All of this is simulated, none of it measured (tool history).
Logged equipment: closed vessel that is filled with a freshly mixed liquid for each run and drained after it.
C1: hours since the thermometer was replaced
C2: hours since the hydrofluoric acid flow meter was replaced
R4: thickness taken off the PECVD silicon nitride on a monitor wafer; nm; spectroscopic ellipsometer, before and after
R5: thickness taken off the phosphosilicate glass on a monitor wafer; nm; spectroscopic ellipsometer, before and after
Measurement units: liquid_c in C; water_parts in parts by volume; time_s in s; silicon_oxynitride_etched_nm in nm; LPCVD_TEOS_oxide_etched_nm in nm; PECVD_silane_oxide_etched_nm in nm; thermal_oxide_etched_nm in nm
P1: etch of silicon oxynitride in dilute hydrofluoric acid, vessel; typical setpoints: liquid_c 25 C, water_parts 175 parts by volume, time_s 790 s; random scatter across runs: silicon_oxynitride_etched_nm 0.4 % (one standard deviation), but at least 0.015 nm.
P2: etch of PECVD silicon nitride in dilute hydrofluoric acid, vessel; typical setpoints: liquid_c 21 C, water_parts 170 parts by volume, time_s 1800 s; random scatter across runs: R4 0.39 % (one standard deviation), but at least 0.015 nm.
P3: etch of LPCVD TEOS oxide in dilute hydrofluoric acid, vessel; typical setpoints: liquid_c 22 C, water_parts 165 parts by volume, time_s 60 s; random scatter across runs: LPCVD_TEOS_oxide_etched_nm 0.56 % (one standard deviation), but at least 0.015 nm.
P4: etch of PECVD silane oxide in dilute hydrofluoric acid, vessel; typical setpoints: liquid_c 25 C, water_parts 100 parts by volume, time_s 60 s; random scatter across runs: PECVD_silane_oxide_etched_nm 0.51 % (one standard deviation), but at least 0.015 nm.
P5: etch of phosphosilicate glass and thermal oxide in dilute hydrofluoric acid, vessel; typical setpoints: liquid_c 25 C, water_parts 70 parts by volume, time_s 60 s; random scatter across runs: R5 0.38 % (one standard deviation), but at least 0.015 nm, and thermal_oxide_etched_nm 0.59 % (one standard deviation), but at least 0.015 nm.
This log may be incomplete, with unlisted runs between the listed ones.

{"run": 1, "hour": 13.5, "process": "P1", "liquid_c": 25, "water_parts": 175, "time_s": 790, "C1": 858.4, "C2": 309.9, "silicon_oxynitride_etched_nm": 20.843}
{"run": 2, "hour": 26.0, "process": "P1", "liquid_c": 25, "water_parts": 175, "time_s": 790, "C1": 870.9, "C2": 322.4, "silicon_oxynitride_etched_nm": 20.834}
{"run": 3, "hour": 38.0, "process": "P1", "liquid_c": 25, "water_parts": 80, "time_s": 790, "C1": 882.9, "C2": 334.4, "silicon_oxynitride_etched_nm": 49.519}
{"run": 4, "hour": 51.1, "process": "P1", "liquid_c": 25, "water_parts": 175, "time_s": 125, "C1": 896, "C2": 347.5, "silicon_oxynitride_etched_nm": 3.2871}
{"run": 5, "hour": 62.2, "process": "P3", "liquid_c": 22, "water_parts": 50, "time_s": 60, "C1": 907.1, "C2": 358.6, "LPCVD_TEOS_oxide_etched_nm": 36.191}
{"run": 6, "hour": 78.9, "process": "P4", "liquid_c": 25, "water_parts": 100, "time_s": 100, "C1": 923.8, "C2": 375.3, "PECVD_silane_oxide_etched_nm": 54.658}
{"run": 7, "hour": 89.3, "process": "P1", "liquid_c": 25, "water_parts": 175, "time_s": 790, "C1": 934.2, "C2": 385.7, "silicon_oxynitride_etched_nm": 20.924}
{"run": 8, "hour": 106.6, "process": "P3", "liquid_c": 22, "water_parts": 165, "time_s": 110, "C1": 951.5, "C2": 403, "LPCVD_TEOS_oxide_etched_nm": 17.423}
{"run": 9, "hour": 122.1, "process": "P1", "liquid_c": 25, "water_parts": 95, "time_s": 105, "C1": 967, "C2": 418.5, "silicon_oxynitride_etched_nm": 5.4708}
{"run": 10, "hour": 130.8, "process": "P2", "liquid_c": 21, "water_parts": 235, "time_s": 1800, "C1": 975.7, "C2": 427.2, "R4": 20.76}
{"hour": 135.6, "done": "hydrofluoric acid flow meter replaced"}
{"run": 11, "hour": 141.8, "process": "P2", "liquid_c": 21, "water_parts": 170, "time_s": 1800, "C1": 986.7, "C2": 6.2, "R4": 28.332}
{"run": 12, "hour": 154.1, "process": "P5", "liquid_c": 25, "water_parts": 70, "time_s": 60, "C1": 999, "C2": 18.5, "R5": 174.63, "thermal_oxide_etched_nm": 4.4665}
{"run": 13, "hour": 171.0, "process": "P5", "liquid_c": 25, "water_parts": 100, "time_s": 60, "C1": 1015.9, "C2": 35.4, "R5": 117.12, "thermal_oxide_etched_nm": 3.0488}
{"run": 14, "hour": 188.1, "process": "P3", "liquid_c": 27, "water_parts": 165, "time_s": 60, "C1": 1033, "C2": 52.5, "LPCVD_TEOS_oxide_etched_nm": 11.539}
{"run": 15, "hour": 199.4, "process": "P1", "liquid_c": 25, "water_parts": 175, "time_s": 1470, "C1": 1044.3, "C2": 63.8, "silicon_oxynitride_etched_nm": 38.816}
{"run": 16, "hour": 210.9, "process": "P1", "liquid_c": 25, "water_parts": 175, "time_s": 790, "C1": 1055.8, "C2": 75.3, "silicon_oxynitride_etched_nm": 20.902}
{"run": 17, "hour": 224.8, "process": "P1", "liquid_c": 17.5, "water_parts": 175, "time_s": 790, "C1": 1069.7, "C2": 89.2, "silicon_oxynitride_etched_nm": 14.673}
{"run": 18, "hour": 233.2, "process": "P1", "liquid_c": 29.5, "water_parts": 110, "time_s": 790, "C1": 1078.1, "C2": 97.6, "silicon_oxynitride_etched_nm": 42.932}
{"run": 19, "hour": 250.1, "process": "P3", "liquid_c": 22, "water_parts": 165, "time_s": 60, "C1": 1095, "C2": 114.5, "LPCVD_TEOS_oxide_etched_nm": 9.5645}
{"run": 20, "hour": 264.7, "process": "P1", "liquid_c": 25, "water_parts": 175, "time_s": 790, "C1": 1109.6, "C2": 129.1, "silicon_oxynitride_etched_nm": 20.795}
{"run": 21, "hour": 276.3, "process": "P1", "liquid_c": 25, "water_parts": 175, "time_s": 790, "C1": 1121.2, "C2": 140.7, "silicon_oxynitride_etched_nm": 20.741}
{"run": 22, "hour": 291.7, "process": "P4", "liquid_c": 25, "water_parts": 100, "time_s": 60, "C1": 1136.6, "C2": 156.1, "PECVD_silane_oxide_etched_nm": 32.545}
{"run": 23, "hour": 301.1, "process": "P5", "liquid_c": 25, "water_parts": 70, "time_s": 60, "C1": 1146, "C2": 165.5, "R5": 173.84, "thermal_oxide_etched_nm": 4.4667}
{"run": 24, "hour": 313.5, "process": "P3", "liquid_c": 22, "water_parts": 165, "time_s": 60, "C1": 1158.4, "C2": 177.9, "LPCVD_TEOS_oxide_etched_nm": 9.5066}
{"run": 25, "hour": 324.6, "process": "P2", "liquid_c": 17, "water_parts": 170, "time_s": 1800, "C1": 1169.5, "C2": 189, "R4": 21.757}
{"run": 26, "hour": 341.3, "process": "P1", "liquid_c": 29, "water_parts": 175, "time_s": 790, "C1": 1186.2, "C2": 205.7, "silicon_oxynitride_etched_nm": 24.877}
{"run": 27, "hour": 357.9, "process": "P1", "liquid_c": 25, "water_parts": 175, "time_s": 790, "C1": 1202.8, "C2": 222.3, "silicon_oxynitride_etched_nm": 20.808}
{"run": 28, "hour": 368.3, "process": "P4", "liquid_c": 25, "water_parts": 145, "time_s": 60, "C1": 1213.2, "C2": 232.7, "PECVD_silane_oxide_etched_nm": 21.312}
{"run": 29, "hour": 384.0, "process": "P1", "liquid_c": 25, "water_parts": 245, "time_s": 790, "C1": 1228.9, "C2": 248.4, "silicon_oxynitride_etched_nm": 14.118}
{"run": 30, "hour": 397.2, "process": "P4", "liquid_c": 30.5, "water_parts": 100, "time_s": 60, "C1": 1242.1, "C2": 261.6, "PECVD_silane_oxide_etched_nm": 39.823}
{"run": 31, "hour": 406.0, "process": "P5", "liquid_c": 25, "water_parts": 70, "time_s": 110, "C1": 1250.9, "C2": 270.4, "R5": 321.04, "thermal_oxide_etched_nm": 8.2718}
{"run": 32, "hour": 418.9, "process": "P5", "liquid_c": 20.5, "water_parts": 70, "time_s": 60, "C1": 1263.8, "C2": 283.3, "R5": 145.5, "thermal_oxide_etched_nm": 3.7562}
{"run": 33, "hour": 428.8, "process": "P2", "liquid_c": 21, "water_parts": 170, "time_s": 1800, "C1": 1273.7, "C2": 293.2, "R4": 28.421}
{"run": 34, "hour": 437.5, "process": "P2", "liquid_c": 21, "water_parts": 170, "time_s": 3080, "C1": 1282.4, "C2": 301.9, "R4": 49.033}
{"run": 35, "hour": 445.5, "process": "P1", "liquid_c": 25, "water_parts": 175, "time_s": 790, "C1": 1290.4, "C2": 309.9, "silicon_oxynitride_etched_nm": 20.892}
{"run": 36, "hour": 454.5, "process": "P1", "liquid_c": 25, "water_parts": 175, "time_s": 790, "C1": 1299.4, "C2": 318.9, "silicon_oxynitride_etched_nm": 21.314}
{"run": 37, "hour": 472.2, "process": "P1", "liquid_c": 25, "water_parts": 175, "time_s": 790, "C1": 1317.1, "C2": 336.6, "silicon_oxynitride_etched_nm": 22.064}
{"run": 38, "hour": 486.6, "process": "P1", "liquid_c": 25, "water_parts": 175, "time_s": 790, "C1": 1331.5, "C2": 351, "silicon_oxynitride_etched_nm": 21.974}
{"run": 39, "hour": 496.6, "process": "P1", "liquid_c": 25, "water_parts": 175, "time_s": 790, "C1": 1341.5, "C2": 361, "silicon_oxynitride_etched_nm": 22.089}
{"run": 40, "hour": 514.6, "process": "P1", "liquid_c": 25, "water_parts": 175, "time_s": 790, "C1": 1359.5, "C2": 379, "silicon_oxynitride_etched_nm": 22.31}
{"run": 41, "hour": 524.5, "process": "P1", "liquid_c": 25, "water_parts": 175, "time_s": 790, "C1": 1369.4, "C2": 388.9, "silicon_oxynitride_etched_nm": 22.317}

Compared with where it was, what P1 gives has crept away. Each cause listed below fits the log as well as the rest, at the size given for it:
A: hydrofluoric acid flow above the setpoint (%) = 5.67
B: liquid hotter than its thermometer reads (K) = 1.41
The drift started at roughly hour 445.5.

Consider the 4 single-wafer check runs listed below, results given as question marks: which one distinguishes between the causes by giving clearly different results for each?
{"run": "check 1", "hour": 534.4, "process": "P2", "liquid_c": 21, "water_parts": 170, "time_s": 1800, "R4": "?"}
{"run": "check 2", "hour": 534.4, "process": "P3", "liquid_c": 22, "water_parts": 165, "time_s": 60, "LPCVD_TEOS_oxide_etched_nm": "?"}
{"run": "check 3", "hour": 534.4, "process": "P5", "liquid_c": 25, "water_parts": 70, "time_s": 60, "R5": "?", "thermal_oxide_etched_nm": "?"}
{"run": "check 4", "hour": 534.4, "process": "P4", "liquid_c": 25, "water_parts": 100, "time_s": 60, "PECVD_silane_oxide_etched_nm": "?"}

Check results expected under each cause:
check=check_1 result=R4 if_A=30.044 if_B=31.215
check=check_2 result=LPCVD_TEOS_oxide_etched_nm if_A=10.158 if_B=10.051
check=check_3 result=R5 if_A=185.53 if_B=184.82
check=check_3 result=thermal_oxide_etched_nm if_A=4.7457 if_B=4.7274
check=check_4 result=PECVD_silane_oxide_etched_nm if_A=34.561 if_B=34.321
Per-check spread between the two closest causes, in the result where they differ most: check 1 3.82 %; check 2 1.06 %; check 3 0.39 %; check 4 0.7 %
The other checks would show nearly matching results whichever cause is true, so check 1 is the only one that separates the causes.

Here is what check 1 returned: R4 30.078 nm. Which cause is it?

A is the cause: hydrofluoric acid flow above the setpoint (%).

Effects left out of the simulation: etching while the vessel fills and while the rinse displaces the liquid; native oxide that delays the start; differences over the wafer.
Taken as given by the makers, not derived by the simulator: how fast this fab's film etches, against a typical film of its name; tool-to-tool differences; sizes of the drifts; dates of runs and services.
